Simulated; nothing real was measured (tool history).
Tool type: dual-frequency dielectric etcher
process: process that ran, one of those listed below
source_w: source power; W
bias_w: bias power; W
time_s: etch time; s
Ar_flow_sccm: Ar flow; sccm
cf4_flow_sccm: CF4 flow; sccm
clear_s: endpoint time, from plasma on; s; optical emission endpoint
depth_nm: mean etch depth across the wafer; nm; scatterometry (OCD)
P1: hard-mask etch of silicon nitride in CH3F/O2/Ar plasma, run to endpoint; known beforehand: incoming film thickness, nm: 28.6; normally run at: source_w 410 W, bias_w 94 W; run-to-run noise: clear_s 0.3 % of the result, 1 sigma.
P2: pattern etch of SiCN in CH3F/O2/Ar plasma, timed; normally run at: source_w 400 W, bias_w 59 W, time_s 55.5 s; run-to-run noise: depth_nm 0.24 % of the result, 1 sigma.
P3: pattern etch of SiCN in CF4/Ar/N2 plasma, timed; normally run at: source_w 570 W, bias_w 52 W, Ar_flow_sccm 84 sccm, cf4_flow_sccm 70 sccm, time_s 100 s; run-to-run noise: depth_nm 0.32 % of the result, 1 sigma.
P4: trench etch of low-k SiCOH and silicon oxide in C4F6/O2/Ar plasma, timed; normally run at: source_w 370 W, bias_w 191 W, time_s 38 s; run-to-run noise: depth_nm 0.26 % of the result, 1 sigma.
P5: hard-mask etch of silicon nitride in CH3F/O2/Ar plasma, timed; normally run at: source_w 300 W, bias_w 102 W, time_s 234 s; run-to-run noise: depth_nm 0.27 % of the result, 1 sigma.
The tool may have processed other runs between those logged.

run 1 hour=9.5 | process=P1 source_w=410 bias_w=94 | clear_s=38.644
run 2 hour=17.5 | process=P1 source_w=330 bias_w=132 | clear_s=36.681
run 3 hour=28.6 | process=P4 source_w=370 bias_w=191 time_s=38 | depth_nm=119.65
run 4 hour=40.1 | process=P1 source_w=410 bias_w=65 | clear_s=43.485
run 5 hour=53.5 | process=P1 source_w=410 bias_w=94 | clear_s=38.407
run 6 hour=59.5 | process=P3 source_w=570 bias_w=52 time_s=100 Ar_flow_sccm=84 cf4_flow_sccm=70 | depth_nm=99.036
run 7 hour=67.7 | process=P3 source_w=570 bias_w=52 time_s=100 Ar_flow_sccm=111 cf4_flow_sccm=70 | depth_nm=94.456
run 8 hour=78.7 | process=P2 source_w=400 bias_w=76 time_s=55.5 | depth_nm=20.673
run 9 hour=88.1 | process=P5 source_w=300 bias_w=102 time_s=130.5 | depth_nm=93.678
run 10 hour=94.3 | process=P4 source_w=260 bias_w=191 time_s=38 | depth_nm=104.08
run 11 hour=100.9 | process=P5 source_w=300 bias_w=102 time_s=234 | depth_nm=167.43
run 12 hour=113.9 | process=P1 source_w=410 bias_w=94 | clear_s=38.598
run 13 hour=120.3 | process=P2 source_w=400 bias_w=59 time_s=71 | depth_nm=24.145
run 14 hour=129.9 | process=P2 source_w=400 bias_w=59 time_s=55.5 | depth_nm=18.888
run 15 hour=137.4 | process=P4 source_w=370 bias_w=119 time_s=38 | depth_nm=103.27
run 16 hour=144.5 | process=P1 source_w=280 bias_w=94 | clear_s=44.222
run 17 hour=157.6 | process=P3 source_w=570 bias_w=52 time_s=137 Ar_flow_sccm=84 cf4_flow_sccm=70 | depth_nm=135.35
run 18 hour=167.5 | process=P1 source_w=410 bias_w=127 | clear_s=34.47
run 19 hour=176.3 | process=P1 source_w=410 bias_w=94 | clear_s=38.407
run 20 hour=184.9 | process=P2 source_w=500 bias_w=59 time_s=55.5 | depth_nm=20.606
run 21 hour=191.9 | process=P3 source_w=570 bias_w=70 time_s=100 Ar_flow_sccm=84 cf4_flow_sccm=70 | depth_nm=108.87
run 22 hour=199.9 | process=P5 source_w=300 bias_w=102 time_s=234 | depth_nm=167.66
run 23 hour=207.4 | process=P5 source_w=230 bias_w=102 time_s=234 | depth_nm=152.38
run 24 hour=216.4 | process=P4 source_w=370 bias_w=191 time_s=28.5 | depth_nm=89.924
run 25 hour=228 | process=P1 source_w=410 bias_w=94 | clear_s=38.38
run 26 hour=241 | process=P3 source_w=730 bias_w=52 time_s=100 Ar_flow_sccm=84 cf4_flow_sccm=70 | depth_nm=123.5
run 27 hour=252.6 | process=P2 source_w=400 bias_w=59 time_s=55.5 | depth_nm=18.877
run 28 hour=264.7 | process=P5 source_w=300 bias_w=134 time_s=234 | depth_nm=185.87
run 29 hour=277.7 | process=P3 source_w=570 bias_w=52 time_s=100 Ar_flow_sccm=84 cf4_flow_sccm=93 | depth_nm=103.16
run 30 hour=289 | process=P1 source_w=410 bias_w=94 | clear_s=38.361
run 31 hour=297.1 | process=P1 source_w=530 bias_w=94 | clear_s=35.303
run 32 hour=303 | process=P1 source_w=410 bias_w=94 | clear_s=38.502
run 33 hour=310.6 | process=P1 source_w=410 bias_w=94 | clear_s=38.347
run 34 hour=321.5 | process=P1 source_w=410 bias_w=94 | clear_s=38.242
run 35 hour=327.5 | process=P1 source_w=410 bias_w=94 | clear_s=38.024
run 36 hour=334.7 | process=P1 source_w=410 bias_w=94 | clear_s=38.127
run 37 hour=348 | process=P1 source_w=410 bias_w=94 | clear_s=38.05
run 38 hour=353.9 | process=P1 source_w=410 bias_w=94 | clear_s=37.904
run 39 hour=366 | process=P1 source_w=410 bias_w=94 | clear_s=37.955
-- hour=373.4 wet clean of the chamber
run 40 hour=376.5 | process=P1 source_w=410 bias_w=94 | clear_s=38.123
run 41 hour=387 | process=P1 source_w=410 bias_w=94 | clear_s=37.904
run 42 hour=398.4 | process=P1 source_w=410 bias_w=94 | clear_s=37.993

Compared with where it was, what P1 gives has crept away. Each cause listed below fits the log as well as the rest, at the size given for it:
A: source power that arrives over what is set, % = 4.13
B: bias power that arrives over what is set, % = 4.25
The gradual shift began around hour 303.
Other possible causes, and why each is ruled out:
chamber walls in a state that raises the etch rate, %: serviced at hour 373.4, after the drift had started, without restoring the earlier output

Each of the 4 check runs below uses one wafer; its results are left as question marks. Which run tells the causes apart?
run check 1 hour=409.8 | process=P5 source_w=300 bias_w=102 time_s=135 | depth_nm=?
run check 2 hour=409.8 | process=P3 source_w=570 bias_w=64 time_s=100 Ar_flow_sccm=84 cf4_flow_sccm=92 | depth_nm=?
run check 3 hour=409.8 | process=P4 source_w=370 bias_w=120 time_s=38 | depth_nm=?
run check 4 hour=409.8 | process=P2 source_w=480 bias_w=75 time_s=55.5 | depth_nm=?

What each check would give under each cause:
check=check_1 result=depth_nm if_A=98.074 if_B=98.145
check=check_2 result=depth_nm if_A=113.68 if_B=111.09
check=check_3 result=depth_nm if_A=105.48 if_B=105.05
check=check_4 result=depth_nm if_A=22.348 if_B=22.336
Smallest distance between any two causes, each pair judged by its most separating result, in per cent: check 1 0.07 %; check 2 2.31 %; check 3 0.41 %; check 4 0.05 %
Of the check runs offered, only check 2 discriminates between the causes; the rest would read about the same regardless of which cause applies.

Running check 2 produced the following: depth_nm 111.16 nm. Which one of the listed causes fits?

It was cause B: bias power that arrives over what is set, %.
